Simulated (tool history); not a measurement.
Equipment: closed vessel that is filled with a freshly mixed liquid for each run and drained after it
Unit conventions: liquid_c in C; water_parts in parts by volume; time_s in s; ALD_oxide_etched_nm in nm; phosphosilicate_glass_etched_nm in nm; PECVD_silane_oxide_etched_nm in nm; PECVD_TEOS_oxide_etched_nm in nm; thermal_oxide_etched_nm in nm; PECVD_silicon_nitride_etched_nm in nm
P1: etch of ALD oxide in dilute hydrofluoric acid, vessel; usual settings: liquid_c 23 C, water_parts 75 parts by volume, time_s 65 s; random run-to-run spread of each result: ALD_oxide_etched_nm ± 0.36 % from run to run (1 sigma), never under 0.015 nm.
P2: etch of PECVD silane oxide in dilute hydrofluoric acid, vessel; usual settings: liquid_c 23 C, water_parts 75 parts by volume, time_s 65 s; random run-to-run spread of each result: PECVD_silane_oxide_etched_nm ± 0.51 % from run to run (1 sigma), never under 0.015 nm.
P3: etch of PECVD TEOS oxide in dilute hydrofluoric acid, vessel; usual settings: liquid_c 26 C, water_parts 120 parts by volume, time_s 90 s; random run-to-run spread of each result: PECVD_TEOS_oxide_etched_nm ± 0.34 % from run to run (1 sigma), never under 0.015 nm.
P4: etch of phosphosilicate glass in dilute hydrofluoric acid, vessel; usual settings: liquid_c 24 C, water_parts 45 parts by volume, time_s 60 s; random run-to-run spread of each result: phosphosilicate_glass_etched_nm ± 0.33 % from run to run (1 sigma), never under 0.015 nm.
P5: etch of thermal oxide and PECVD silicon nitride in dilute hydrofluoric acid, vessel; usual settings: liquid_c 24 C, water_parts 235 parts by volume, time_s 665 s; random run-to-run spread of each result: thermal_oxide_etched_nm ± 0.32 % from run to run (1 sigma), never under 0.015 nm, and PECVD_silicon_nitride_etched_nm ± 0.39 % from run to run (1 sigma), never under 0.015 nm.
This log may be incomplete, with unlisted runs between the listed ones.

| run | hour | process | liquid_c | water_parts | time_s | ALD_oxide_etched_nm | phosphosilicate_glass_etched_nm | PECVD_silane_oxide_etched_nm | PECVD_TEOS_oxide_etched_nm | thermal_oxide_etched_nm | PECVD_silicon_nitride_etched_nm |
|---|---|---|---|---|---|---|---|---|---|---|---|
| 1 | 12.2 | P1 | 23 | 75 | 65 | 15.685 |  |  |  |  |  |
| 2 | 26.9 | P4 | 24 | 45 | 60 |  | 271.21 |  |  |  |  |
| 3 | 36.2 | P2 | 23 | 75 | 30 |  |  | 6.9751 |  |  |  |
| 4 | 48.5 | P3 | 18 | 120 | 90 |  |  |  | 6.2049 |  |  |
| 5 | 60.9 | P2 | 23 | 75 | 65 |  |  | 15.035 |  |  |  |
| 6 | 68.9 | P5 | 17 | 235 | 665 |  |  |  |  | 9.5524 | 8.5829 |
| 7 | 77.8 | P1 | 17 | 75 | 105 | 19.659 |  |  |  |  |  |
| 8 | 86.3 | P1 | 23 | 75 | 65 | 15.683 |  |  |  |  |  |
| 9 | 97.2 | P5 | 24 | 145 | 665 |  |  |  |  | 22.157 | 21.875 |
| 10 | 110.8 | P4 | 24 | 20 | 60 |  | 631.7 |  |  |  |  |
| 11 | 123.1 | P5 | 24 | 235 | 665 |  |  |  |  | 12.399 | 13.456 |
| 12 | 133.9 | P3 | 26 | 120 | 30 |  |  |  | 2.8595 |  |  |
| 13 | 148.1 | P1 | 31 | 75 | 65 | 21.517 |  |  |  |  |  |
|  | 151.9 | thermometer replaced |
| 14 | 160.1 | P4 | 24 | 45 | 60 |  | 272.85 |  |  |  |  |
| 15 | 172.5 | P5 | 24 | 235 | 665 |  |  |  |  | 12.465 | 13.464 |
| 16 | 187.3 | P1 | 23 | 75 | 65 | 15.792 |  |  |  |  |  |
| 17 | 199 | P2 | 29 | 75 | 65 |  |  | 18.94 |  |  |  |
| 18 | 211.4 | P1 | 23 | 75 | 65 | 15.65 |  |  |  |  |  |
| 19 | 220.6 | P1 | 23 | 125 | 65 | 8.8037 |  |  |  |  |  |
| 20 | 228.3 | P1 | 17 | 110 | 65 | 7.9786 |  |  |  |  |  |
| 21 | 239.4 | P1 | 17 | 75 | 65 | 12.206 |  |  |  |  |  |
| 22 | 248.8 | P3 | 26 | 120 | 90 |  |  |  | 8.4925 |  |  |
| 23 | 257.6 | P1 | 23 | 75 | 30 | 7.2908 |  |  |  |  |  |
| 24 | 266.4 | P1 | 23 | 75 | 100 | 24.231 |  |  |  |  |  |
| 25 | 277.1 | P4 | 20 | 45 | 60 |  | 229.11 |  |  |  |  |
| 26 | 289.7 | P2 | 23 | 130 | 65 |  |  | 8.1389 |  |  |  |
| 27 | 299.9 | P3 | 26 | 165 | 90 |  |  |  | 5.8862 |  |  |
| 28 | 306.7 | P2 | 23 | 75 | 65 |  |  | 14.986 |  |  |  |
| 29 | 319.6 | P4 | 24 | 45 | 30 |  | 135.62 |  |  |  |  |
| 30 | 328.7 | P5 | 24 | 235 | 100 |  |  |  |  | 1.8787 | 2.0391 |
| 31 | 339.6 | P1 | 23 | 20 | 65 | 63.009 |  |  |  |  |  |
| 32 | 351.7 | P1 | 23 | 75 | 65 | 15.738 |  |  |  |  |  |
| 33 | 359.4 | P1 | 23 | 75 | 65 | 15.231 |  |  |  |  |  |
| 34 | 368.6 | P1 | 23 | 75 | 65 | 15.039 |  |  |  |  |  |
| 35 | 376.9 | P1 | 23 | 75 | 65 | 14.792 |  |  |  |  |  |
| 36 | 386.9 | P1 | 23 | 75 | 65 | 14.589 |  |  |  |  |  |
| 37 | 394.1 | P1 | 23 | 75 | 65 | 14.617 |  |  |  |  |  |
| 38 | 405.6 | P1 | 23 | 75 | 65 | 14.474 |  |  |  |  |  |
| 39 | 412.8 | P1 | 23 | 75 | 65 | 14.444 |  |  |  |  |  |
| 40 | 427.6 | P1 | 23 | 75 | 65 | 14.366 |  |  |  |  |  |
| 41 | 438.3 | P1 | 23 | 75 | 65 | 14.414 |  |  |  |  |  |

Compared with where it was, what P1 gives has crept away. Each cause listed below fits the log as well as the rest, at the size given for it:
A: liquid colder than its thermometer reads (K) = 2.09
B: hydrofluoric acid flow below the setpoint (%) = 7.53
The drift started at roughly hour 351.7.

Which of the 4 check runs listed below separates the causes, so that each cause would produce a clearly different result? Each run uses one wafer, and its results are marked with question marks.
| check 1 | 449 | P3 | 26 | 120 | 90 |  |  |  | ? |  |  |
| check 2 | 449 | P5 | 24 | 235 | 665 |  |  |  |  | ? | ? |
| check 3 | 449 | P2 | 23 | 75 | 65 |  |  | ? |  |  |  |
| check 4 | 449 | P4 | 24 | 45 | 60 |  | ? |  |  |  |  |

Expected result of each check under each candidate cause:
| check | result | if A | if B |
|---|---|---|---|
| check 1 | PECVD_TEOS_oxide_etched_nm | 7.8704 | 7.7959 |
| check 2 | thermal_oxide_etched_nm | 11.484 | 11.24 |
| check 2 | PECVD_silicon_nitride_etched_nm | 11.793 | 12.45 |
| check 3 | PECVD_silane_oxide_etched_nm | 13.803 | 13.802 |
| check 4 | phosphosilicate_glass_etched_nm | 249.78 | 250.78 |
Minimum pairwise separation of causes per check, each pair taken at its best-separating result: check 1 0.95 %; check 2 5.42 %; check 3 0.01 %; check 4 0.4 %
Check 2 tells the causes apart: in the others they would give nearly the same result.

Check 2 has now been run. It gave: thermal_oxide_etched_nm 11.15 nm; PECVD_silicon_nitride_etched_nm 12.393 nm. Which of the candidate causes is it?

The cause is B: hydrofluoric acid flow below the setpoint (%).

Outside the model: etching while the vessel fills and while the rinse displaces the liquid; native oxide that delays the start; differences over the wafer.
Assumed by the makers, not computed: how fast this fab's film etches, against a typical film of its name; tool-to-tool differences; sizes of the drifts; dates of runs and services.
